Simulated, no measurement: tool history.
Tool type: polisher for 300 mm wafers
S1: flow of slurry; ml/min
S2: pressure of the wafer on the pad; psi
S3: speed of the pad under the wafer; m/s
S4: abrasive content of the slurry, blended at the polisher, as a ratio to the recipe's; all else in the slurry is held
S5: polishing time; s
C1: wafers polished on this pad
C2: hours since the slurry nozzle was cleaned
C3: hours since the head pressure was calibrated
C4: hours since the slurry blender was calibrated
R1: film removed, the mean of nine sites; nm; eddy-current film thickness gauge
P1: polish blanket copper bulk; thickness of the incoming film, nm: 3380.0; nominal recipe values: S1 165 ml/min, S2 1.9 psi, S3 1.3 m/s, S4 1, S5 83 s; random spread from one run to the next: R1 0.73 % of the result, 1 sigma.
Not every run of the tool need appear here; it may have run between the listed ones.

| run | day | S1 | S2 | S3 | S4 | S5 | C1 | C2 | C3 | C4 | R1 |
|---|---|---|---|---|---|---|---|---|---|---|---|
| 1 | 0.462 | 165 | 1.9 | 1.3 | 1 | 83 | 424 | 457.4 | 541 | 239.3 | 754.12 |
| 2 | 0.979 | 165 | 1.9 | 1.3 | 1 | 125 | 579 | 469.8 | 553.4 | 251.7 | 1154.9 |
| 3 | 1.396 | 165 | 1.9 | 1.3 | 1.35 | 83 | 705 | 479.8 | 563.4 | 261.7 | 803.42 |
| 4 | 2.062 | 165 | 1.9 | 1.3 | 1 | 83 | 905 | 495.8 | 579.4 | 277.7 | 755.91 |
| 5 | 2.829 | 225 | 1.9 | 1.3 | 1 | 55 | 1136 | 514.2 | 597.8 | 296.1 | 525.05 |
| 6 | 3.171 | 100 | 1.9 | 1.3 | 1 | 83 | 1239 | 522.4 | 606 | 304.3 | 680.74 |
| 7 | 3.808 | 165 | 1.9 | 1.3 | 1 | 83 | 1431 | 537.7 | 621.3 | 319.6 | 762.75 |
| 8 | 4.512 | 165 | 1.2 | 1.3 | 1 | 83 | 1643 | 554.6 | 638.2 | 336.5 | 479.26 |
| 9 | 4.925 | 165 | 1.9 | 1.3 | 1 | 83 | 1767 | 564.5 | 648.1 | 346.4 | 760.96 |
|  | 5.554 | slurry blender recalibrated |
| 10 | 5.688 | 165 | 2.5 | 1.3 | 1 | 83 | 1997 | 582.8 | 666.4 | 3.2 | 989.81 |
| 11 | 6.212 | 165 | 1.9 | 1.9 | 1 | 83 | 2155 | 595.4 | 679 | 15.8 | 1114.9 |
| 12 | 6.633 | 165 | 1.2 | 1.3 | 1 | 58 | 2281 | 605.5 | 689.1 | 25.9 | 334.03 |
| 13 | 7.292 | 225 | 1.9 | 1.3 | 1 | 83 | 2480 | 621.3 | 704.9 | 41.7 | 792.95 |
| 14 | 8 | 165 | 1.9 | 1.3 | 1 | 83 | 2693 | 638.3 | 721.9 | 58.7 | 764.45 |
| 15 | 8.596 | 165 | 1.9 | 1.3 | 0.7 | 83 | 2872 | 652.6 | 736.2 | 73 | 700.44 |
| 16 | 9.25 | 165 | 1.9 | 1.3 | 1 | 83 | 3069 | 668.3 | 751.9 | 88.7 | 752.27 |
| 17 | 9.638 | 165 | 1.9 | 1.3 | 1 | 51 | 3186 | 677.6 | 761.2 | 98 | 468.61 |
| 18 | 10.117 | 165 | 1.9 | 0.64 | 1 | 83 | 3330 | 689.1 | 772.7 | 109.5 | 374.1 |
| 19 | 10.688 | 165 | 1.9 | 1.3 | 1 | 83 | 3502 | 702.8 | 786.4 | 123.2 | 758.35 |
| 20 | 11.454 | 165 | 1.9 | 1.3 | 1 | 83 | 3733 | 721.2 | 804.8 | 141.6 | 733.51 |
| 21 | 11.983 | 165 | 1.9 | 1.3 | 1 | 83 | 3892 | 733.9 | 817.5 | 154.3 | 710.18 |
| 22 | 12.592 | 165 | 1.9 | 1.3 | 1 | 83 | 4075 | 748.5 | 832.1 | 168.9 | 717.42 |
| 23 | 13.3 | 165 | 1.9 | 1.3 | 1 | 83 | 4288 | 765.5 | 849.1 | 185.9 | 706.19 |
| 24 | 13.929 | 165 | 1.9 | 1.3 | 1 | 83 | 4478 | 780.6 | 864.2 | 201 | 698.39 |
|  | 14.588 | head pressure recalibrated |
| 25 | 14.633 | 165 | 1.9 | 1.3 | 1 | 83 | 4690 | 797.5 | 1.1 | 217.9 | 687.2 |
|  | 15.146 | slurry blender recalibrated |
| 26 | 15.192 | 165 | 1.9 | 1.3 | 1 | 83 | 4858 | 810.9 | 14.5 | 1.2 | 689.3 |
| 27 | 15.721 | 165 | 1.9 | 1.3 | 1 | 83 | 5017 | 823.6 | 27.2 | 13.9 | 686.88 |

The next listed run, before its measurement:
| 28 | 16.229 | 165 | 1.9 | 1.3 | 1 | 83 | 5170 | 835.8 | 39.4 | 26.1 | ? |

{"run 28": {"R1": 690.21}}
